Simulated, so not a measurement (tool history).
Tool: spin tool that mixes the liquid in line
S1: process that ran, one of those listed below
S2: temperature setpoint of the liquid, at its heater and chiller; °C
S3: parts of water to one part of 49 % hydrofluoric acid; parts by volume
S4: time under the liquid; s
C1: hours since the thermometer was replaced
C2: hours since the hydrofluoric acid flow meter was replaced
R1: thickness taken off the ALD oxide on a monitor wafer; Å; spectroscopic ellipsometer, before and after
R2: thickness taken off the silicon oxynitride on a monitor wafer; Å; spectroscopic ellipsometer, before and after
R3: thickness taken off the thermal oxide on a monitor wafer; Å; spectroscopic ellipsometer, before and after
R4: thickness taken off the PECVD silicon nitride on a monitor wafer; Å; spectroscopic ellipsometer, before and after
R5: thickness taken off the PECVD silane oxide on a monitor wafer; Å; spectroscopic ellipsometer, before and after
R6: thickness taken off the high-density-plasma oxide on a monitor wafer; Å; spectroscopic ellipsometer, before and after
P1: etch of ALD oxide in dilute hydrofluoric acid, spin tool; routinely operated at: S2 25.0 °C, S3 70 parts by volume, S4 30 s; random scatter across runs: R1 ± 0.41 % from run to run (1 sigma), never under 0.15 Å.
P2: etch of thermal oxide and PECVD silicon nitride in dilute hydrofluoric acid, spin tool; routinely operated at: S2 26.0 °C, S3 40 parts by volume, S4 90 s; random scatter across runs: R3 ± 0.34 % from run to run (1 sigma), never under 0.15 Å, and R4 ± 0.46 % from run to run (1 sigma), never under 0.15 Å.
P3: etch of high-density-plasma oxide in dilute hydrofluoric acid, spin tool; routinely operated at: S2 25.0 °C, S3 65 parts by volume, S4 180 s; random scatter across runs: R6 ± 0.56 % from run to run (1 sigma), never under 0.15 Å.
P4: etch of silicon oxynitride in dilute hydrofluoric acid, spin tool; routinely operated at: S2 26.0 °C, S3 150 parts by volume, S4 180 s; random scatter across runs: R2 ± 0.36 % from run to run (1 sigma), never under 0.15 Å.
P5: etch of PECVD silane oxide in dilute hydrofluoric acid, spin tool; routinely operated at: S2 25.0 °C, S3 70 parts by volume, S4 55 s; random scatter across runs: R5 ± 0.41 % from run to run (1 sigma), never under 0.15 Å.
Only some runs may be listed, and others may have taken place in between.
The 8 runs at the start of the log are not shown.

run 9 hour=105.6 | S1=P1 S2=25.0 S3=70 S4=60 | C1=1106.0 C2=1257.9 | R1=303.960
run 10 hour=117.9 | S1=P3 S2=25.0 S3=65 S4=345 | C1=1118.3 C2=1270.2 | R6=372.11
run 11 hour=133.9 | S1=P1 S2=30.5 S3=70 S4=45 | C1=1134.3 C2=1286.2 | R1=284.000
run 12 hour=143.2 | S1=P5 S2=32.5 S3=70 S4=55 | C1=1143.6 C2=1295.5 | R5=168.69
run 13 hour=153.3 | S1=P1 S2=25.0 S3=70 S4=30 | C1=1153.7 C2=1305.6 | R1=152.500
run 14 hour=168.0 | S1=P3 S2=25.0 S3=110 S4=180 | C1=1168.4 C2=1320.3 | R6=107.78
run 15 hour=182.5 | S1=P1 S2=25.0 S3=70 S4=30 | C1=1182.9 C2=1334.8 | R1=154.070
run 16 hour=198.3 | S1=P3 S2=25.0 S3=65 S4=180 | C1=1198.7 C2=1350.6 | R6=193.83
run 17 hour=210.8 | S1=P2 S2=26.0 S3=70 S4=90 | C1=1211.2 C2=1363.1 | R3=67.016 R4=38.920
run 18 hour=224.2 | S1=P1 S2=25.0 S3=30 S4=30 | C1=1224.6 C2=1376.5 | R1=376.440
run 19 hour=235.9 | S1=P4 S2=26.0 S3=150 S4=180 | C1=1236.3 C2=1388.2 | R2=59.794
run 20 hour=251.3 | S1=P1 S2=25.0 S3=70 S4=30 | C1=1251.7 C2=1403.6 | R1=152.320
run 21 hour=262.0 | S1=P4 S2=21.5 S3=150 S4=180 | C1=1262.4 C2=1414.3 | R2=47.993
run 22 hour=277.0 | S1=P1 S2=25.0 S3=115 S4=30 | C1=1277.4 C2=1429.3 | R1=87.238
run 23 hour=285.0 | S1=P3 S2=30.0 S3=65 S4=180 | C1=1285.4 C2=1437.3 | R6=235.63
run 24 hour=295.1 | S1=P1 S2=25.0 S3=70 S4=30 | C1=1295.5 C2=1447.4 | R1=152.810
run 25 hour=304.6 | S1=P1 S2=25.0 S3=70 S4=15 | C1=1305.0 C2=1456.9 | R1=76.040

Estimate the outcome of run 26 from the log above:
run 26 hour=314.8 | S1=P4 S2=26.0 S3=150 S4=340 | C1=1315.2 C2=1467.1 | R2=?

Run 26 gave R2 112.030 Å.
